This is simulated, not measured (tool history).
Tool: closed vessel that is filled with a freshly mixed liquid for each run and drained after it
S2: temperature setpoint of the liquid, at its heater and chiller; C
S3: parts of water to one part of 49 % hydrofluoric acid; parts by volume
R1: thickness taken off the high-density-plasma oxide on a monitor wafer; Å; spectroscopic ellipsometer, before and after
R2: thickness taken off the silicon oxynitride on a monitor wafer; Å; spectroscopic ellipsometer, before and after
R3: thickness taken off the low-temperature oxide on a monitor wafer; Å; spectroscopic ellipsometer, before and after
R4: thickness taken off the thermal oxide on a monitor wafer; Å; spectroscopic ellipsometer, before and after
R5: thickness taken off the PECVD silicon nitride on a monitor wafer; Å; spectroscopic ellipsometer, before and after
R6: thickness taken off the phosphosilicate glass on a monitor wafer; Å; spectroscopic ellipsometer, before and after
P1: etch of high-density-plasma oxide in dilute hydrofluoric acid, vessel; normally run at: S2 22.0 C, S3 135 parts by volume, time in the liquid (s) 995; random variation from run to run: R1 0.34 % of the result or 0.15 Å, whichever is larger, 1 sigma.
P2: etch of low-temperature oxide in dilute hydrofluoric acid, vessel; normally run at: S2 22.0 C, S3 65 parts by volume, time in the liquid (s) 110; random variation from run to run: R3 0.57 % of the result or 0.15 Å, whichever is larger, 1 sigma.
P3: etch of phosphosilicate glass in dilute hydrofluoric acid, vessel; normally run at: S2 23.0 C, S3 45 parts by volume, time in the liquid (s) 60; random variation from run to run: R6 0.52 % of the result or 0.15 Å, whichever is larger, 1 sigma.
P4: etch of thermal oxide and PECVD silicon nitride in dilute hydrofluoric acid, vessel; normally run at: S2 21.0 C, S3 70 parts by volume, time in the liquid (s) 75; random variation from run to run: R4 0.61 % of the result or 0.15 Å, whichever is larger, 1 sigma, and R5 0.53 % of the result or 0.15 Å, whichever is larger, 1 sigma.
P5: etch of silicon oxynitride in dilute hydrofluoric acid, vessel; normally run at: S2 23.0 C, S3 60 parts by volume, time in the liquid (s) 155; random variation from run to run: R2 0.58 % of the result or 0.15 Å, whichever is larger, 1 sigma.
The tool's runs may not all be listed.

{"run": 1, "hour": 6.1, "process that ran": "P1", "S2": 22.0, "S3": 135, "time in the liquid (s)": 995, "R1": 339.03}
{"run": 2, "hour": 11.4, "process that ran": "P1", "S2": 22.0, "S3": 135, "time in the liquid (s)": 995, "R1": 339.61}
{"run": 3, "hour": 14.2, "process that ran": "P1", "S2": 25.5, "S3": 55, "time in the liquid (s)": 995, "R1": 1060.2}
{"run": 4, "hour": 17.5, "process that ran": "P5", "S2": 29.0, "S3": 60, "time in the liquid (s)": 155, "R2": 160.42}
{"run": 5, "hour": 20.4, "process that ran": "P2", "S2": 22.0, "S3": 65, "time in the liquid (s)": 110, "R3": 437.86}
{"run": 6, "hour": 23.5, "process that ran": "P4", "S2": 21.0, "S3": 25, "time in the liquid (s)": 75, "R4": 140.49, "R5": 108.56}
{"run": 7, "hour": 26.7, "process that ran": "P1", "S2": 22.0, "S3": 135, "time in the liquid (s)": 995, "R1": 338.38}
{"run": 8, "hour": 31.6, "process that ran": "P2", "S2": 22.0, "S3": 100, "time in the liquid (s)": 110, "R3": 272.83}
{"run": 9, "hour": 35.9, "process that ran": "P5", "S2": 23.0, "S3": 60, "time in the liquid (s)": 155, "R2": 120.42}
{"run": 10, "hour": 41.2, "process that ran": "P3", "S2": 23.0, "S3": 45, "time in the liquid (s)": 60, "R6": 2061.5}
{"run": 11, "hour": 45.4, "process that ran": "P1", "S2": 22.0, "S3": 135, "time in the liquid (s)": 295, "R1": 101.0}
{"run": 12, "hour": 50.6, "process that ran": "P1", "S2": 22.0, "S3": 135, "time in the liquid (s)": 995, "R1": 339.28}
{"run": 13, "hour": 53.7, "process that ran": "P1", "S2": 17.0, "S3": 135, "time in the liquid (s)": 995, "R1": 277.47}
{"run": 14, "hour": 57.1, "process that ran": "P3", "S2": 23.0, "S3": 20, "time in the liquid (s)": 60, "R6": 4740.7}
{"run": 15, "hour": 61.3, "process that ran": "P4", "S2": 17.0, "S3": 70, "time in the liquid (s)": 75, "R4": 39.402, "R5": 30.862}
{"run": 16, "hour": 65.2, "process that ran": "P1", "S2": 22.0, "S3": 135, "time in the liquid (s)": 995, "R1": 338.65}
{"run": 17, "hour": 71.7, "process that ran": "P5", "S2": 23.0, "S3": 60, "time in the liquid (s)": 45, "R2": 34.863}
{"run": 18, "hour": 77.3, "process that ran": "P1", "S2": 22.0, "S3": 135, "time in the liquid (s)": 995, "R1": 338.18}
{"run": 19, "hour": 82.7, "process that ran": "P5", "S2": 23.0, "S3": 60, "time in the liquid (s)": 155, "R2": 120.14}
{"run": 20, "hour": 88.0, "process that ran": "P1", "S2": 22.0, "S3": 135, "time in the liquid (s)": 995, "R1": 337.52}
{"run": 21, "hour": 93.9, "process that ran": "P1", "S2": 22.0, "S3": 215, "time in the liquid (s)": 995, "R1": 193.93}
{"run": 22, "hour": 98.2, "process that ran": "P4", "S2": 21.0, "S3": 70, "time in the liquid (s)": 75, "R4": 46.945, "R5": 40.101}
{"run": 23, "hour": 101.4, "process that ran": "P1", "S2": 27.0, "S3": 135, "time in the liquid (s)": 995, "R1": 409.9}
{"run": 24, "hour": 105.8, "process that ran": "P4", "S2": 21.0, "S3": 70, "time in the liquid (s)": 30, "R4": 18.949, "R5": 16.276}
{"run": 25, "hour": 112.0, "process that ran": "P5", "S2": 23.0, "S3": 105, "time in the liquid (s)": 155, "R2": 67.097}
{"run": 26, "hour": 115.2, "process that ran": "P3", "S2": 23.0, "S3": 45, "time in the liquid (s)": 90, "R6": 3072.8}
{"run": 27, "hour": 119.5, "process that ran": "P3", "S2": 23.0, "S3": 45, "time in the liquid (s)": 60, "R6": 2062.8}
{"run": 28, "hour": 125.0, "process that ran": "P4", "S2": 21.0, "S3": 70, "time in the liquid (s)": 75, "R4": 46.91, "R5": 39.686}
{"run": 29, "hour": 129.2, "process that ran": "P1", "S2": 22.0, "S3": 135, "time in the liquid (s)": 1635, "R1": 555.6}
{"run": 30, "hour": 132.6, "process that ran": "P1", "S2": 22.0, "S3": 45, "time in the liquid (s)": 995, "R1": 1126.3}
{"run": 31, "hour": 138.0, "process that ran": "P2", "S2": 17.0, "S3": 65, "time in the liquid (s)": 110, "R3": 353.53}
{"run": 32, "hour": 141.3, "process that ran": "P3", "S2": 29.0, "S3": 45, "time in the liquid (s)": 60, "R6": 2627.4}
{"run": 33, "hour": 145.5, "process that ran": "P2", "S2": 22.0, "S3": 65, "time in the liquid (s)": 205, "R3": 822.07}
{"run": 34, "hour": 151.7, "process that ran": "P1", "S2": 22.0, "S3": 135, "time in the liquid (s)": 995, "R1": 339.12}
{"run": 35, "hour": 155.6, "process that ran": "P1", "S2": 22.0, "S3": 135, "time in the liquid (s)": 995, "R1": 332.93}
{"run": 36, "hour": 159.2, "process that ran": "P1", "S2": 22.0, "S3": 135, "time in the liquid (s)": 995, "R1": 327.22}
{"run": 37, "hour": 163.7, "process that ran": "P1", "S2": 22.0, "S3": 135, "time in the liquid (s)": 995, "R1": 324.03}
{"run": 38, "hour": 167.6, "process that ran": "P1", "S2": 22.0, "S3": 135, "time in the liquid (s)": 995, "R1": 323.92}
{"run": 39, "hour": 171.4, "process that ran": "P1", "S2": 22.0, "S3": 135, "time in the liquid (s)": 995, "R1": 321.56}
{"run": 40, "hour": 177.4, "process that ran": "P1", "S2": 22.0, "S3": 135, "time in the liquid (s)": 995, "R1": 320.65}
{"run": 41, "hour": 182.4, "process that ran": "P1", "S2": 22.0, "S3": 135, "time in the liquid (s)": 995, "R1": 319.25}
{"run": 42, "hour": 186.5, "process that ran": "P1", "S2": 22.0, "S3": 135, "time in the liquid (s)": 995, "R1": 319.19}
{"run": 43, "hour": 192.7, "process that ran": "P1", "S2": 22.0, "S3": 135, "time in the liquid (s)": 995, "R1": 318.05}
{"run": 44, "hour": 195.6, "process that ran": "P1", "S2": 22.0, "S3": 135, "time in the liquid (s)": 995, "R1": 319.96}

What P1 gives has crept away from where it was. These 2 causes fit the log equally well, each at the size given:
A: liquid colder than its thermometer reads (K) = 1.52
B: hydrofluoric acid flow below the setpoint (%) = 5.09
The creep began at about hour 151.7.

4 check runs are offered, one wafer each, their results left as question marks. Which one tells the causes apart?
{"run": "check 1", "hour": 198.5, "process that ran": "P3", "S2": 23.0, "S3": 25, "time in the liquid (s)": 60, "R6": "?"}
{"run": "check 2", "hour": 198.5, "process that ran": "P4", "S2": 18.0, "S3": 70, "time in the liquid (s)": 75, "R4": "?", "R5": "?"}
{"run": "check 3", "hour": 198.5, "process that ran": "P5", "S2": 28.5, "S3": 80, "time in the liquid (s)": 155, "R2": "?"}
{"run": "check 4", "hour": 198.5, "process that ran": "P2", "S2": 22.0, "S3": 95, "time in the liquid (s)": 200, "R3": "?"}

What each check would give under each cause:
check=check_1 result=R6 if_A=3578.9 if_B=3617.5
check=check_2 result=R4 if_A=38.789 if_B=39.132
check=check_2 result=R5 if_A=29.436 if_B=31.140
check=check_3 result=R2 if_A=107.270 if_B=108.780
check=check_4 result=R3 if_A=492.57 if_B=494.43
How far apart the two closest causes lie, in the result that separates them most: check 1 1.07 %; check 2 5.63 %; check 3 1.4 %; check 4 0.38 %
Check 2 tells the causes apart: in the others they would give nearly the same result.

Then check 2 was run and gave: R4 38.935 Å; R5 29.539 Å. Which cause is it?

It is A: liquid colder than its thermometer reads (K).
